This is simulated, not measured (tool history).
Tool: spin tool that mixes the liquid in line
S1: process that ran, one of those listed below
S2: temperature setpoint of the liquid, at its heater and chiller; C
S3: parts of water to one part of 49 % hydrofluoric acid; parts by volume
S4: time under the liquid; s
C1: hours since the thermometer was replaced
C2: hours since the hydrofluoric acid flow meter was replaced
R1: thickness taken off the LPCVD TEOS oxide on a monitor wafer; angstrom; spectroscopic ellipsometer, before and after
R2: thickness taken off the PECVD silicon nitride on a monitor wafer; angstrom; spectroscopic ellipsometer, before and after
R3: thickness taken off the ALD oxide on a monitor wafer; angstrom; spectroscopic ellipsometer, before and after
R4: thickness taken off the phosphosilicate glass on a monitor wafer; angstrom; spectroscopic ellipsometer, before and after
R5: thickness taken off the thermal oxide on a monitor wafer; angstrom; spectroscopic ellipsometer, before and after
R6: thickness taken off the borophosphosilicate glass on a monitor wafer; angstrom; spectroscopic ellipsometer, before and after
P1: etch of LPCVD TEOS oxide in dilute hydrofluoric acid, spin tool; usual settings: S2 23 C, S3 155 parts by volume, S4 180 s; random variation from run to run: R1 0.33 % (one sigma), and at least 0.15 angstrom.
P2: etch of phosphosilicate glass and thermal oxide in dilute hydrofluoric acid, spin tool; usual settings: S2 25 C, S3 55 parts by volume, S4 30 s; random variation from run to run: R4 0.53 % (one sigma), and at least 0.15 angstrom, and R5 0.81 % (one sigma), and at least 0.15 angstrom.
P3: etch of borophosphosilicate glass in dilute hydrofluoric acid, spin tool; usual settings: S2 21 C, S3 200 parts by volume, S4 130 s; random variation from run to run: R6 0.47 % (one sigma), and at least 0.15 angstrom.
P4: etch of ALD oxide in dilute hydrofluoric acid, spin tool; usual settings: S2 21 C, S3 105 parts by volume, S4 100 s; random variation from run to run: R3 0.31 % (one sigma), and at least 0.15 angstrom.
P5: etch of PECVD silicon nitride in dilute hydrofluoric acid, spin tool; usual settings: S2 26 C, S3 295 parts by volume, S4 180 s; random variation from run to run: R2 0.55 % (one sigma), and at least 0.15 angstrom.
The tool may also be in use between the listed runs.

run 1 hour=16.5 | S1=P1 S2=23 S3=155 S4=180 | C1=1034.2 C2=303.5 | R1=351.28
run 2 hour=31.9 | S1=P1 S2=17.5 S3=155 S4=320 | C1=1049.6 C2=318.9 | R1=499.57
run 3 hour=42.3 | S1=P1 S2=23 S3=265 S4=180 | C1=1060 C2=329.3 | R1=182.42
run 4 hour=50.5 | S1=P5 S2=26 S3=130 S4=180 | C1=1068.2 C2=337.5 | R2=82.21
run 5 hour=65.7 | S1=P1 S2=27.5 S3=155 S4=15 | C1=1083.4 C2=352.7 | R1=34.65
run 6 hour=74.1 | S1=P4 S2=21 S3=55 S4=100 | C1=1091.8 C2=361.1 | R3=164.31
run 7 hour=91.8 | S1=P2 S2=25 S3=25 S4=30 | C1=1109.5 C2=378.8 | R4=1157.5 R5=65.218
run 8 hour=106.2 | S1=P1 S2=23 S3=155 S4=180 | C1=1123.9 C2=393.2 | R1=349.66
run 9 hour=120.6 | S1=P1 S2=23 S3=155 S4=180 | C1=1138.3 C2=407.6 | R1=350.67
run 10 hour=131.7 | S1=P4 S2=21 S3=105 S4=100 | C1=1149.4 C2=418.7 | R3=80.862
run 11 hour=141.7 | S1=P1 S2=23 S3=155 S4=180 | C1=1159.4 C2=428.7 | R1=349.18
run 12 hour=150.1 | S1=P5 S2=26 S3=295 S4=180 | C1=1167.8 C2=437.1 | R2=36.202
run 13 hour=161.2 | S1=P1 S2=23 S3=155 S4=275 | C1=1178.9 C2=448.2 | R1=535.51
run 14 hour=169.3 | S1=P1 S2=23 S3=155 S4=180 | C1=1187 C2=456.3 | R1=351.11
run 15 hour=179 | S1=P4 S2=21 S3=105 S4=185 | C1=1196.7 C2=466 | R3=150.54
run 16 hour=188.3 | S1=P3 S2=21 S3=345 S4=130 | C1=1206 C2=475.3 | R6=117.02
run 17 hour=197.2 | S1=P1 S2=23 S3=155 S4=180 | C1=1214.9 C2=484.2 | R1=350.93
run 18 hour=214.4 | S1=P2 S2=29.5 S3=55 S4=30 | C1=1232.1 C2=501.4 | R4=605.82 R5=34.434
run 19 hour=228.2 | S1=P3 S2=21 S3=200 S4=130 | C1=1245.9 C2=515.2 | R6=232.74
run 20 hour=242.7 | S1=P5 S2=26 S3=295 S4=355 | C1=1260.4 C2=529.7 | R2=71.245
run 21 hour=257.6 | S1=P5 S2=21.5 S3=295 S4=180 | C1=1275.3 C2=544.6 | R2=27.322
run 22 hour=272.2 | S1=P1 S2=23 S3=85 S4=180 | C1=1289.9 C2=559.2 | R1=692.73
run 23 hour=280.8 | S1=P1 S2=17 S3=155 S4=180 | C1=1298.5 C2=567.8 | R1=276.61
run 24 hour=295.4 | S1=P3 S2=21 S3=200 S4=25 | C1=1313.1 C2=582.4 | R6=44.806
run 25 hour=305.8 | S1=P2 S2=25 S3=55 S4=30 | C1=1323.5 C2=592.8 | R4=499.23 R5=28.626
run 26 hour=318 | S1=P4 S2=29 S3=105 S4=100 | C1=1335.7 C2=605 | R3=111.5
run 27 hour=335.9 | S1=P3 S2=21 S3=200 S4=130 | C1=1353.6 C2=622.9 | R6=233.23
run 28 hour=350.7 | S1=P2 S2=25 S3=55 S4=15 | C1=1368.4 C2=637.7 | R4=251.96 R5=14.122
run 29 hour=366.1 | S1=P1 S2=30.5 S3=155 S4=180 | C1=1383.8 C2=653.1 | R1=463.34
run 30 hour=382.1 | S1=P5 S2=26 S3=295 S4=180 | C1=1399.8 C2=669.1 | R2=36.393
run 31 hour=395.8 | S1=P3 S2=17 S3=200 S4=130 | C1=1413.5 C2=682.8 | R6=199.62
run 32 hour=412.1 | S1=P1 S2=23 S3=155 S4=90 | C1=1429.8 C2=699.1 | R1=174.33
run 33 hour=424.8 | S1=P1 S2=23 S3=155 S4=180 | C1=1442.5 C2=711.8 | R1=350.19
run 34 hour=439.7 | S1=P1 S2=23 S3=155 S4=180 | C1=1457.4 C2=726.7 | R1=340.14
run 35 hour=454.4 | S1=P1 S2=23 S3=155 S4=180 | C1=1472.1 C2=741.4 | R1=332.88
run 36 hour=466.7 | S1=P1 S2=23 S3=155 S4=180 | C1=1484.4 C2=753.7 | R1=335.39
run 37 hour=478 | S1=P1 S2=23 S3=155 S4=180 | C1=1495.7 C2=765 | R1=332.96
run 38 hour=489.4 | S1=P1 S2=23 S3=155 S4=180 | C1=1507.1 C2=776.4 | R1=332.28
run 39 hour=506.5 | S1=P1 S2=23 S3=155 S4=180 | C1=1524.2 C2=793.5 | R1=331.97

What P1 gives has crept away from where it was. These 2 causes fit the log equally well, each at the size given:
A: hydrofluoric acid flow below the setpoint (%) = 4.6
B: liquid colder than its thermometer reads (K) = 1.43
The creep began at about hour 424.8.

4 check runs are offered, each on 2 wafers whose results are averaged, their results left as question marks. Which one tells the causes apart?
run check 1 hour=523.6 | S1=P4 S2=21 S3=105 S4=100 | R3=?
run check 2 hour=523.6 | S1=P3 S2=21 S3=200 S4=130 | R6=?
run check 3 hour=523.6 | S1=P2 S2=25 S3=55 S4=30 | R4=? R5=?
run check 4 hour=523.6 | S1=P5 S2=26 S3=295 S4=180 | R2=?

What each check would give under each cause:
check=check_1 result=R3 if_A=76.985 if_B=76.554
check=check_2 result=R6 if_A=220.14 if_B=220.5
check=check_3 result=R4 if_A=479.39 if_B=475.64
check=check_3 result=R5 if_A=27.093 if_B=26.881
check=check_4 result=R2 if_A=34.62 if_B=33.294
How far apart the two closest causes lie, in the result that separates them most: check 1 0.56 %; check 2 0.17 %; check 3 0.79 %; check 4 3.91 %
Only check 4 tells the causes apart: in the others they would give nearly the same result.

Then check 4 was run and gave: R2 34.483 angstrom. Which cause is it?

It is A: hydrofluoric acid flow below the setpoint (%).
